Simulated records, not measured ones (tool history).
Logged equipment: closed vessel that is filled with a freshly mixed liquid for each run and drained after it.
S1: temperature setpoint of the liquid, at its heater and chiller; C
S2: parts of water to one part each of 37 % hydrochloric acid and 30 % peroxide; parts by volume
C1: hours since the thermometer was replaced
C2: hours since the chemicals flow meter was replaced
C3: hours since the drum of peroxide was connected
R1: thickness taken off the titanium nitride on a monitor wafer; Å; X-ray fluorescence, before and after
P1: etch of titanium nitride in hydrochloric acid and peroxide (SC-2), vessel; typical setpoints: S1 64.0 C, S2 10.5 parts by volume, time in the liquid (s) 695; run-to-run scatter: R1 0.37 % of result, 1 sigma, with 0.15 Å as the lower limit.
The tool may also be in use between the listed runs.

Run 1, hour 2.6: S1 64.0 C, S2 10.5 parts by volume, time in the liquid (s) 695; C1 826.0; C2 310.4; C3 412.7. Result: R1 532.45 Å.
Run 2, hour 5.9: S1 64.0 C, S2 10.5 parts by volume, time in the liquid (s) 695; C1 829.3; C2 313.7; C3 416.0. Result: R1 532.54 Å.
Run 3, hour 10.1: S1 64.0 C, S2 10.5 parts by volume, time in the liquid (s) 695; C1 833.5; C2 317.9; C3 420.2. Result: R1 532.71 Å.
Run 4, hour 13.5: S1 72.0 C, S2 10.5 parts by volume, time in the liquid (s) 695; C1 836.9; C2 321.3; C3 423.6. Result: R1 863.09 Å.
At hour 13.9: thermometer replaced.
Run 5, hour 17.5: S1 64.0 C, S2 14.5 parts by volume, time in the liquid (s) 695; C1 3.7; C2 325.3; C3 427.6. Result: R1 403.77 Å.
Run 6, hour 20.9: S1 47.5 C, S2 10.5 parts by volume, time in the liquid (s) 695; C1 7.1; C2 328.7; C3 431.0. Result: R1 184.09 Å.
Run 7, hour 23.8: S1 57.0 C, S2 4.0 parts by volume, time in the liquid (s) 695; C1 10.0; C2 331.6; C3 433.9. Result: R1 721.00 Å.
Run 8, hour 25.7: S1 70.5 C, S2 10.5 parts by volume, time in the liquid (s) 115; C1 11.9; C2 333.5; C3 435.8. Result: R1 131.18 Å.
Run 9, hour 27.9: S1 64.0 C, S2 10.5 parts by volume, time in the liquid (s) 300; C1 14.1; C2 335.7; C3 438.0. Result: R1 229.08 Å.
At hour 31.2: new drum of peroxide connected.
Run 10, hour 31.5: S1 64.0 C, S2 10.5 parts by volume, time in the liquid (s) 1215; C1 17.7; C2 339.3; C3 0.4. Result: R1 934.90 Å.
Run 11, hour 33.9: S1 53.0 C, S2 10.5 parts by volume, time in the liquid (s) 310; C1 20.1; C2 341.7; C3 2.8. Result: R1 118.75 Å.
Run 12, hour 36.9: S1 64.0 C, S2 4.0 parts by volume, time in the liquid (s) 695; C1 23.1; C2 344.7; C3 5.8. Result: R1 1113.70 Å.
Run 13, hour 39.8: S1 64.0 C, S2 10.5 parts by volume, time in the liquid (s) 695; C1 26.0; C2 347.6; C3 8.7. Result: R1 533.42 Å.
Run 14, hour 43.1: S1 64.0 C, S2 10.5 parts by volume, time in the liquid (s) 695; C1 29.3; C2 350.9; C3 12.0. Result: R1 533.69 Å.
Run 15, hour 46.1: S1 64.0 C, S2 10.5 parts by volume, time in the liquid (s) 695; C1 32.3; C2 353.9; C3 15.0. Result: R1 531.86 Å.
Run 16, hour 48.2: S1 64.0 C, S2 10.5 parts by volume, time in the liquid (s) 695; C1 34.4; C2 356.0; C3 17.1. Result: R1 517.95 Å.
Run 17, hour 50.4: S1 64.0 C, S2 10.5 parts by volume, time in the liquid (s) 695; C1 36.6; C2 358.2; C3 19.3. Result: R1 506.64 Å.
Run 18, hour 54.5: S1 64.0 C, S2 10.5 parts by volume, time in the liquid (s) 695; C1 40.7; C2 362.3; C3 23.4. Result: R1 499.22 Å.
At hour 57.0: new drum of peroxide connected.
Run 19, hour 58.9: S1 64.0 C, S2 10.5 parts by volume, time in the liquid (s) 695; C1 45.1; C2 366.7; C3 2.0. Result: R1 489.38 Å.
Run 20, hour 60.9: S1 64.0 C, S2 10.5 parts by volume, time in the liquid (s) 695; C1 47.1; C2 368.7; C3 4.0. Result: R1 490.17 Å.
Run 21, hour 64.5: S1 64.0 C, S2 10.5 parts by volume, time in the liquid (s) 695; C1 50.7; C2 372.3; C3 7.6. Result: R1 488.95 Å.

P1 has crept away from where it was. The log is fitted equally well by each of these 2 causes, at the sizes shown:
A: chemicals flow below the setpoint (%) = 9.42
B: liquid colder than its thermometer reads (K) = 1.37
The process output started creeping at around hour 46.1.
Each remaining cause and why it is not a fit:
peroxide weaker than its label (%): its service at hour 57.0 followed the start of the drift and did not put the process back to its old value

You are offered 4 check runs, listed below with question marks in place of their results; each one averages 2 wafers. Which run separates the listed causes by giving clearly different results for each?
Run check 1, hour 68.1: S1 51.5 C, S2 4.0 parts by volume, time in the liquid (s) 695. Result: R1 ?.
Run check 2, hour 68.1: S1 57.5 C, S2 10.5 parts by volume, time in the liquid (s) 695. Result: R1 ?.
Run check 3, hour 68.1: S1 72.0 C, S2 7.5 parts by volume, time in the liquid (s) 695. Result: R1 ?.
Run check 4, hour 68.1: S1 64.0 C, S2 10.5 parts by volume, time in the liquid (s) 1165. Result: R1 ?.

Check results expected under each cause:
  check  result     if A     if B
check 1      R1   468.76   457.71
check 2      R1   326.55   325.29
check 3      R1  1045.80  1044.20
check 4      R1   821.48   821.07
Separation of the two closest causes in each check, using whichever result separates them best: check 1 2.39 %; check 2 0.39 %; check 3 0.15 %; check 4 0.05 %
Of the check runs offered, only check 1 discriminates between the causes; the rest would read about the same regardless of which cause applies.

Check 1 was then run and gave: R1 456.80 Å. Which cause is it?

Of the candidate causes, it is B: liquid colder than its thermometer reads (K).
